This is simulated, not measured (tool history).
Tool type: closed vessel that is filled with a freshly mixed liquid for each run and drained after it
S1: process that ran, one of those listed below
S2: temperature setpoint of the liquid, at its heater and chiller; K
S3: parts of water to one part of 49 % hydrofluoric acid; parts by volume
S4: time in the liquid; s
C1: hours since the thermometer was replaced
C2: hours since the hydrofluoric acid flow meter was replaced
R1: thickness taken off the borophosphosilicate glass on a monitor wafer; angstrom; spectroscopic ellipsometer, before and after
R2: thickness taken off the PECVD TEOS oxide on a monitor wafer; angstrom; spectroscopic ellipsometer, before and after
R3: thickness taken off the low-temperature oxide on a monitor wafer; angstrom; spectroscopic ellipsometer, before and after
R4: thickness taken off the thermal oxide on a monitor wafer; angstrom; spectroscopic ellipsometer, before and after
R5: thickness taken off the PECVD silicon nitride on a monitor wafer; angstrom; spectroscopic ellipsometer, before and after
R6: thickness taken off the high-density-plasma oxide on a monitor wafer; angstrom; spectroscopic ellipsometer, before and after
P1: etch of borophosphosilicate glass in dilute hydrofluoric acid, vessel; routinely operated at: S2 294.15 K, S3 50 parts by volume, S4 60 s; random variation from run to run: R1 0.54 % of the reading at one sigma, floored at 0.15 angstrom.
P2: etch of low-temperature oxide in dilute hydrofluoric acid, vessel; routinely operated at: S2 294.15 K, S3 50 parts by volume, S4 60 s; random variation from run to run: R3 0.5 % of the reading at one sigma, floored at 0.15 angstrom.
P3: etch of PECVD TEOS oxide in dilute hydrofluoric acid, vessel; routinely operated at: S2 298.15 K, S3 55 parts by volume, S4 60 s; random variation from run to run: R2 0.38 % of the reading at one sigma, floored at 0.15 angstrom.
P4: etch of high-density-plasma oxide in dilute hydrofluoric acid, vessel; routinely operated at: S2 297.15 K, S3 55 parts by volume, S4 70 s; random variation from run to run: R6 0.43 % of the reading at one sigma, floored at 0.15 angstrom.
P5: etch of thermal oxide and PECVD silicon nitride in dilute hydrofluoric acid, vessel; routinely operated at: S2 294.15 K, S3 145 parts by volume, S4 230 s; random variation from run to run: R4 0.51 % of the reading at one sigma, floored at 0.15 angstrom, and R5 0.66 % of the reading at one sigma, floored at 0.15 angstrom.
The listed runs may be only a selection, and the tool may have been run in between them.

Run 1, day 0.488: S1 P1, S2 294.15 K, S3 50 parts by volume, S4 60 s; C1 643; C2 324.4. Result: R1 654.67 angstrom.
Run 2, day 0.979: S1 P3, S2 298.15 K, S3 55 parts by volume, S4 105 s; C1 654.8; C2 336.2. Result: R2 324.75 angstrom.
Run 3, day 1.246: S1 P2, S2 294.15 K, S3 50 parts by volume, S4 60 s; C1 661.2; C2 342.6. Result: R3 386.44 angstrom.
Run 4, day 1.638: S1 P1, S2 294.15 K, S3 50 parts by volume, S4 105 s; C1 670.6; C2 352. Result: R1 1146.7 angstrom.
Run 5, day 1.942: S1 P5, S2 294.15 K, S3 145 parts by volume, S4 230 s; C1 677.9; C2 359.3. Result: R4 66.776 angstrom, R5 44.384 angstrom.
Run 6, day 2.388: S1 P5, S2 294.15 K, S3 145 parts by volume, S4 360 s; C1 688.6; C2 370. Result: R4 103.91 angstrom, R5 69.165 angstrom.
Run 7, day 2.896: S1 P3, S2 304.15 K, S3 55 parts by volume, S4 60 s; C1 700.8; C2 382.2. Result: R2 233.5 angstrom.
Run 8, day 3.433: S1 P1, S2 294.15 K, S3 50 parts by volume, S4 60 s; C1 713.7; C2 395.1. Result: R1 654.74 angstrom.
Run 9, day 3.758: S1 P1, S2 290.15 K, S3 85 parts by volume, S4 60 s; C1 721.5; C2 402.9. Result: R1 311.04 angstrom.
Run 10, day 4.217: S1 P2, S2 294.15 K, S3 50 parts by volume, S4 60 s; C1 732.5; C2 413.9. Result: R3 385.52 angstrom.
Run 11, day 4.729: S1 P1, S2 294.15 K, S3 50 parts by volume, S4 60 s; C1 744.8; C2 426.2. Result: R1 652.97 angstrom.
Run 12, day 5.217: S1 P2, S2 298.65 K, S3 50 parts by volume, S4 60 s; C1 756.5; C2 437.9. Result: R3 463.09 angstrom.
Run 13, day 5.638: S1 P3, S2 298.15 K, S3 20 parts by volume, S4 60 s; C1 766.6; C2 448. Result: R2 531.51 angstrom.
Run 14, day 6.112: S1 P2, S2 294.15 K, S3 50 parts by volume, S4 115 s; C1 778; C2 459.4. Result: R3 735.77 angstrom.
Run 15, day 6.542: S1 P1, S2 294.15 K, S3 50 parts by volume, S4 60 s; C1 788.3; C2 469.7. Result: R1 656.21 angstrom.
Run 16, day 6.967: S1 P1, S2 294.15 K, S3 50 parts by volume, S4 60 s; C1 798.5; C2 479.9. Result: R1 652.52 angstrom.
Run 17, day 7.3: S1 P5, S2 290.15 K, S3 145 parts by volume, S4 230 s; C1 806.5; C2 487.9. Result: R4 56.849 angstrom, R5 34.285 angstrom.
At day 7.475: thermometer replaced.
Run 18, day 7.821: S1 P1, S2 294.15 K, S3 50 parts by volume, S4 60 s; C1 8.4; C2 500.4. Result: R1 657.44 angstrom.
Run 19, day 8.35: S1 P1, S2 299.15 K, S3 50 parts by volume, S4 60 s; C1 21.1; C2 513.1. Result: R1 806.81 angstrom.
At day 8.642: hydrofluoric acid flow meter replaced.
Run 20, day 8.65: S1 P1, S2 294.15 K, S3 50 parts by volume, S4 30 s; C1 28.3; C2 0.3. Result: R1 324.14 angstrom.
Run 21, day 8.921: S1 P5, S2 294.15 K, S3 215 parts by volume, S4 230 s; C1 34.8; C2 6.8. Result: R4 41.905 angstrom, R5 30.062 angstrom.
Run 22, day 9.529: S1 P3, S2 298.15 K, S3 55 parts by volume, S4 60 s; C1 49.4; C2 21.4. Result: R2 186.55 angstrom.
Run 23, day 9.821: S1 P1, S2 294.15 K, S3 25 parts by volume, S4 60 s; C1 56.4; C2 28.4. Result: R1 1355.2 angstrom.
Run 24, day 10.138: S1 P1, S2 294.15 K, S3 85 parts by volume, S4 60 s; C1 64; C2 36. Result: R1 369.03 angstrom.
Run 25, day 10.654: S1 P4, S2 297.15 K, S3 55 parts by volume, S4 70 s; C1 76.4; C2 48.4. Result: R6 74.305 angstrom.
Run 26, day 10.958: S1 P4, S2 305.15 K, S3 55 parts by volume, S4 70 s; C1 83.7; C2 55.7. Result: R6 101.59 angstrom.
Run 27, day 11.512: S1 P4, S2 297.15 K, S3 20 parts by volume, S4 70 s; C1 97; C2 69. Result: R6 213.68 angstrom.
Run 28, day 11.908: S1 P1, S2 290.15 K, S3 50 parts by volume, S4 60 s; C1 106.5; C2 78.5. Result: R1 549.95 angstrom.
Run 29, day 12.317: S1 P2, S2 294.15 K, S3 85 parts by volume, S4 60 s; C1 116.3; C2 88.3. Result: R3 217.05 angstrom.
Run 30, day 12.767: S1 P4, S2 297.15 K, S3 55 parts by volume, S4 30 s; C1 127.1; C2 99.1. Result: R6 32.017 angstrom.
Run 31, day 13.146: S1 P1, S2 294.15 K, S3 50 parts by volume, S4 60 s; C1 136.2; C2 108.2. Result: R1 661.85 angstrom.
Run 32, day 13.479: S1 P1, S2 294.15 K, S3 50 parts by volume, S4 60 s; C1 144.2; C2 116.2. Result: R1 677.82 angstrom.
Run 33, day 14.042: S1 P1, S2 294.15 K, S3 50 parts by volume, S4 60 s; C1 157.7; C2 129.7. Result: R1 690 angstrom.
Run 34, day 14.396: S1 P1, S2 294.15 K, S3 50 parts by volume, S4 60 s; C1 166.2; C2 138.2. Result: R1 693.01 angstrom.
Run 35, day 14.692: S1 P1, S2 294.15 K, S3 50 parts by volume, S4 60 s; C1 173.3; C2 145.3. Result: R1 708.94 angstrom.
Run 36, day 15.179: S1 P1, S2 294.15 K, S3 50 parts by volume, S4 60 s; C1 185; C2 157. Result: R1 702.46 angstrom.
Run 37, day 15.683: S1 P1, S2 294.15 K, S3 50 parts by volume, S4 60 s; C1 197.1; C2 169.1. Result: R1 717.85 angstrom.
Run 38, day 16.246: S1 P1, S2 294.15 K, S3 50 parts by volume, S4 60 s; C1 210.6; C2 182.6. Result: R1 710.78 angstrom.
Run 39, day 16.571: S1 P1, S2 294.15 K, S3 50 parts by volume, S4 60 s; C1 218.4; C2 190.4. Result: R1 717.93 angstrom.
Run 40, day 16.833: S1 P1, S2 294.15 K, S3 50 parts by volume, S4 60 s; C1 224.7; C2 196.7. Result: R1 716.21 angstrom.
Run 41, day 17.346: S1 P1, S2 294.15 K, S3 50 parts by volume, S4 60 s; C1 237; C2 209. Result: R1 714.71 angstrom.
Run 42, day 17.692: S1 P1, S2 294.15 K, S3 50 parts by volume, S4 60 s; C1 245.3; C2 217.3. Result: R1 723.21 angstrom.

Something has made what P1 gives creep away from where it was; the 2 causes below, each at its own stated size, fit the log equally well:
A: liquid hotter than its thermometer reads (K) = 2.25
B: hydrofluoric acid flow above the setpoint (%) = 9.25
The process output started creeping at around day 13.146.

Which of the 4 check runs listed below separates the causes, so that each cause would produce a clearly different result? Each run uses one wafer, and its results are marked with question marks.
Run check 1, day 18.038: S1 P5, S2 294.15 K, S3 145 parts by volume, S4 230 s. Result: R4 ?, R5 ?.
Run check 2, day 18.038: S1 P2, S2 294.15 K, S3 50 parts by volume, S4 60 s. Result: R3 ?.
Run check 3, day 18.038: S1 P3, S2 298.15 K, S3 55 parts by volume, S4 60 s. Result: R2 ?.
Run check 4, day 18.038: S1 P4, S2 297.15 K, S3 55 parts by volume, S4 70 s. Result: R6 ?.

Outcome of each check run for each possible cause:
  check  result    if A    if B
check 1      R4  72.861  73.876
check 1      R5  51.606  48.538
check 2      R3   424.4  424.25
check 3      R2  202.43  203.27
check 4      R6   80.96  81.227
Per-check spread between the two closest causes, in the result where they differ most: check 1 6.13 %; check 2 0.04 %; check 3 0.42 %; check 4 0.33 %
The causes can be told apart only by check 1. The other checks would give nearly the same results under each of them.

Check 1 was then run and gave: R4 73.873 angstrom; R5 49.064 angstrom. Which cause is it?

It was cause B: hydrofluoric acid flow above the setpoint (%).
